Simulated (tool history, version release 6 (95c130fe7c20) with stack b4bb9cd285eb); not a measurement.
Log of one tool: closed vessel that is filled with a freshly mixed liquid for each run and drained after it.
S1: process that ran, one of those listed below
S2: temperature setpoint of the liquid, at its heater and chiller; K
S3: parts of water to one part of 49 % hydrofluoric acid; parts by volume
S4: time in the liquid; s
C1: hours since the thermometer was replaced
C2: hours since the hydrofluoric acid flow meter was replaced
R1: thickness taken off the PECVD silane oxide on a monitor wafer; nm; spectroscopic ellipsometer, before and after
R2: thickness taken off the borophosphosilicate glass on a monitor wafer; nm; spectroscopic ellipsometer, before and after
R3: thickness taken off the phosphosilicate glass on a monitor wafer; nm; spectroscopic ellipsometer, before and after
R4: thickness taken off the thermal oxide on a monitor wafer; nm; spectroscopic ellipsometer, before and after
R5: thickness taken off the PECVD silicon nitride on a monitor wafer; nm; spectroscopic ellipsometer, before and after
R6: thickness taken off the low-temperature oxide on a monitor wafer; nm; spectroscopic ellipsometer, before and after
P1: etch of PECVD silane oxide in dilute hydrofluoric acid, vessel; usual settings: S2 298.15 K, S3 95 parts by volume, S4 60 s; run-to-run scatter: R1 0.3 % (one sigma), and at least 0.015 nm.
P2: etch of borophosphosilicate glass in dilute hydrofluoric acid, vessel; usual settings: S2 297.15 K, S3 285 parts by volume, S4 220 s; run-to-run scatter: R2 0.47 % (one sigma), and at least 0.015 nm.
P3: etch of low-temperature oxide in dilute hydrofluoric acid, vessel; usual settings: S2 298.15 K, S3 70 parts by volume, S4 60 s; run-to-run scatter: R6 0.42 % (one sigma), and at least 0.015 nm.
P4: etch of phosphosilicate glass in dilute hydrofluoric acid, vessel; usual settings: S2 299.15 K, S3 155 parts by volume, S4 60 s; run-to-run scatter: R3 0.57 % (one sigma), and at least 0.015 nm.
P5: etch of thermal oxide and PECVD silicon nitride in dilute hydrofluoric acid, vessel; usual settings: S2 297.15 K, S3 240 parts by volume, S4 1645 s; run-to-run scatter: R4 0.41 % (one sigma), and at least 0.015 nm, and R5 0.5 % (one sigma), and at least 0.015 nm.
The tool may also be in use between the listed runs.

Run 1, day 0.096: S1 P1, S2 298.15 K, S3 95 parts by volume, S4 60 s; C1 565.3; C2 374.4. Result: R1 17.1550 nm.
Run 2, day 0.233: S1 P1, S2 305.65 K, S3 95 parts by volume, S4 85 s; C1 568.6; C2 377.7. Result: R1 32.3170 nm.
Run 3, day 0.371: S1 P2, S2 290.15 K, S3 285 parts by volume, S4 220 s; C1 571.9; C2 381.0. Result: R2 36.762 nm.
Run 4, day 0.542: S1 P4, S2 299.15 K, S3 155 parts by volume, S4 60 s; C1 576.0; C2 385.1. Result: R3 61.406 nm.
Run 5, day 0.696: S1 P5, S2 293.65 K, S3 240 parts by volume, S4 1645 s; C1 579.7; C2 388.8. Result: R4 24.580 nm, R5 10.9240 nm.
Run 6, day 0.800: S1 P3, S2 298.15 K, S3 30 parts by volume, S4 60 s; C1 582.2; C2 391.3. Result: R6 80.328 nm.
Run 7, day 0.954: S1 P3, S2 298.15 K, S3 70 parts by volume, S4 90 s; C1 585.9; C2 395.0. Result: R6 49.507 nm.
Run 8, day 1.054: S1 P2, S2 297.15 K, S3 285 parts by volume, S4 40 s; C1 588.3; C2 397.4. Result: R2 8.631 nm.
Run 9, day 1.142: S1 P3, S2 306.15 K, S3 70 parts by volume, S4 60 s; C1 590.4; C2 399.5. Result: R6 44.548 nm.
Run 10, day 1.246: S1 P4, S2 299.15 K, S3 155 parts by volume, S4 30 s; C1 592.9; C2 402.0. Result: R3 30.612 nm.
Run 11, day 1.367: S1 P1, S2 305.15 K, S3 95 parts by volume, S4 60 s; C1 595.8; C2 404.9. Result: R1 22.5110 nm.
Run 12, day 1.450: S1 P1, S2 298.15 K, S3 95 parts by volume, S4 30 s; C1 597.8; C2 406.9. Result: R1 8.5737 nm.
Run 13, day 1.612: S1 P5, S2 297.15 K, S3 240 parts by volume, S4 1645 s; C1 601.7; C2 410.8. Result: R4 27.867 nm, R5 13.5470 nm.
Run 14, day 1.746: S1 P4, S2 299.15 K, S3 155 parts by volume, S4 60 s; C1 604.9; C2 414.0. Result: R3 61.573 nm.
Run 15, day 1.900: S1 P1, S2 298.15 K, S3 95 parts by volume, S4 60 s; C1 608.6; C2 417.7. Result: R1 17.2460 nm.
Run 16, day 2.025: S1 P2, S2 297.15 K, S3 285 parts by volume, S4 220 s; C1 611.6; C2 420.7. Result: R2 47.750 nm.
Run 17, day 2.183: S1 P4, S2 299.15 K, S3 40 parts by volume, S4 60 s; C1 615.4; C2 424.5. Result: R3 275.080 nm.
Run 18, day 2.296: S1 P2, S2 297.15 K, S3 55 parts by volume, S4 220 s; C1 618.1; C2 427.2. Result: R2 319.350 nm.
Run 19, day 2.408: S1 P1, S2 298.15 K, S3 95 parts by volume, S4 110 s; C1 620.8; C2 429.9. Result: R1 31.5910 nm.
Run 20, day 2.554: S1 P1, S2 298.15 K, S3 135 parts by volume, S4 60 s; C1 624.3; C2 433.4. Result: R1 11.5640 nm.
Run 21, day 2.712: S1 P1, S2 298.15 K, S3 95 parts by volume, S4 60 s; C1 628.1; C2 437.2. Result: R1 17.1750 nm.
Run 22, day 2.838: S1 P1, S2 298.15 K, S3 95 parts by volume, S4 60 s; C1 631.1; C2 440.2. Result: R1 17.1700 nm.
Run 23, day 2.921: S1 P1, S2 298.15 K, S3 25 parts by volume, S4 60 s; C1 633.1; C2 442.2. Result: R1 72.0810 nm.
Run 24, day 3.004: S1 P5, S2 297.15 K, S3 400 parts by volume, S4 1645 s; C1 635.1; C2 444.2. Result: R4 14.323 nm, R5 8.1256 nm.
Run 25, day 3.096: S1 P1, S2 298.15 K, S3 95 parts by volume, S4 60 s; C1 637.3; C2 446.4. Result: R1 17.1560 nm.
Run 26, day 3.179: S1 P2, S2 297.15 K, S3 285 parts by volume, S4 220 s; C1 639.3; C2 448.4. Result: R2 47.865 nm.
Run 27, day 3.329: S1 P1, S2 293.65 K, S3 95 parts by volume, S4 60 s; C1 642.9; C2 452.0. Result: R1 14.3600 nm.
Run 28, day 3.496: S1 P4, S2 304.65 K, S3 155 parts by volume, S4 60 s; C1 646.9; C2 456.0. Result: R3 74.990 nm.
Run 29, day 3.588: S1 P1, S2 298.15 K, S3 135 parts by volume, S4 30 s; C1 649.1; C2 458.2. Result: R1 5.7250 nm.
Run 30, day 3.750: S1 P1, S2 293.15 K, S3 95 parts by volume, S4 85 s; C1 653.0; C2 462.1. Result: R1 19.9370 nm.
Run 31, day 3.892: S1 P3, S2 298.15 K, S3 70 parts by volume, S4 60 s; C1 656.4; C2 465.5. Result: R6 32.576 nm.
Run 32, day 3.975: S1 P5, S2 297.15 K, S3 240 parts by volume, S4 1645 s; C1 658.4; C2 467.5. Result: R4 27.875 nm, R5 13.5010 nm.
Run 33, day 4.058: S1 P5, S2 297.15 K, S3 240 parts by volume, S4 3125 s; C1 660.4; C2 469.5. Result: R4 52.984 nm, R5 25.5510 nm.
Run 34, day 4.229: S1 P1, S2 298.15 K, S3 95 parts by volume, S4 60 s; C1 664.5; C2 473.6. Result: R1 17.1760 nm.
Run 35, day 4.383: S1 P1, S2 298.15 K, S3 95 parts by volume, S4 60 s; C1 668.2; C2 477.3. Result: R1 17.6910 nm.
Run 36, day 4.504: S1 P1, S2 298.15 K, S3 95 parts by volume, S4 60 s; C1 671.1; C2 480.2. Result: R1 17.9810 nm.
Run 37, day 4.642: S1 P1, S2 298.15 K, S3 95 parts by volume, S4 60 s; C1 674.4; C2 483.5. Result: R1 18.1650 nm.
Run 38, day 4.733: S1 P1, S2 298.15 K, S3 95 parts by volume, S4 60 s; C1 676.6; C2 485.7. Result: R1 18.1140 nm.
Run 39, day 4.825: S1 P1, S2 298.15 K, S3 95 parts by volume, S4 60 s; C1 678.8; C2 487.9. Result: R1 18.2030 nm.
Run 40, day 4.904: S1 P1, S2 298.15 K, S3 95 parts by volume, S4 60 s; C1 680.7; C2 489.8. Result: R1 18.2840 nm.
Run 41, day 5.008: S1 P1, S2 298.15 K, S3 95 parts by volume, S4 60 s; C1 683.2; C2 492.3. Result: R1 18.2210 nm.
Run 42, day 5.117: S1 P1, S2 298.15 K, S3 95 parts by volume, S4 60 s; C1 685.8; C2 494.9. Result: R1 18.3030 nm.
Run 43, day 5.275: S1 P1, S2 298.15 K, S3 95 parts by volume, S4 60 s; C1 689.6; C2 498.7. Result: R1 18.3250 nm.

What P1 gives has crept away from where it was. These 2 causes fit the log equally well, each at the size given:
A: liquid hotter than its thermometer reads (K) = 1.61
B: hydrofluoric acid flow above the setpoint (%) = 5.76
The creep began at about day 4.229.

4 check runs are offered, one wafer each, their results left as question marks. Which one tells the causes apart?
Run check 1, day 5.433: S1 P3, S2 303.15 K, S3 70 parts by volume, S4 60 s. Result: R6 ?.
Run check 2, day 5.433: S1 P5, S2 297.15 K, S3 240 parts by volume, S4 3020 s. Result: R4 ?, R5 ?.
Run check 3, day 5.433: S1 P2, S2 297.15 K, S3 100 parts by volume, S4 220 s. Result: R2 ?.
Run check 4, day 5.433: S1 P4, S2 299.15 K, S3 80 parts by volume, S4 60 s. Result: R3 ?.

What each check would give under each cause:
  check  result     if A     if B
check 1      R6   42.465   42.468
check 2      R4   54.296   54.957
check 2      R5  27.4120  26.2290
check 3      R2  176.780  176.680
check 4      R3  139.290  139.110
How far apart the two closest causes lie, in the result that separates them most: check 1 0.01 %; check 2 4.41 %; check 3 0.06 %; check 4 0.13 %
Only check 2 tells the causes apart: in the others they would give nearly the same result.

Then check 2 was run and gave: R4 55.291 nm; R5 26.3740 nm. Which cause is it?

It is B: hydrofluoric acid flow above the setpoint (%).
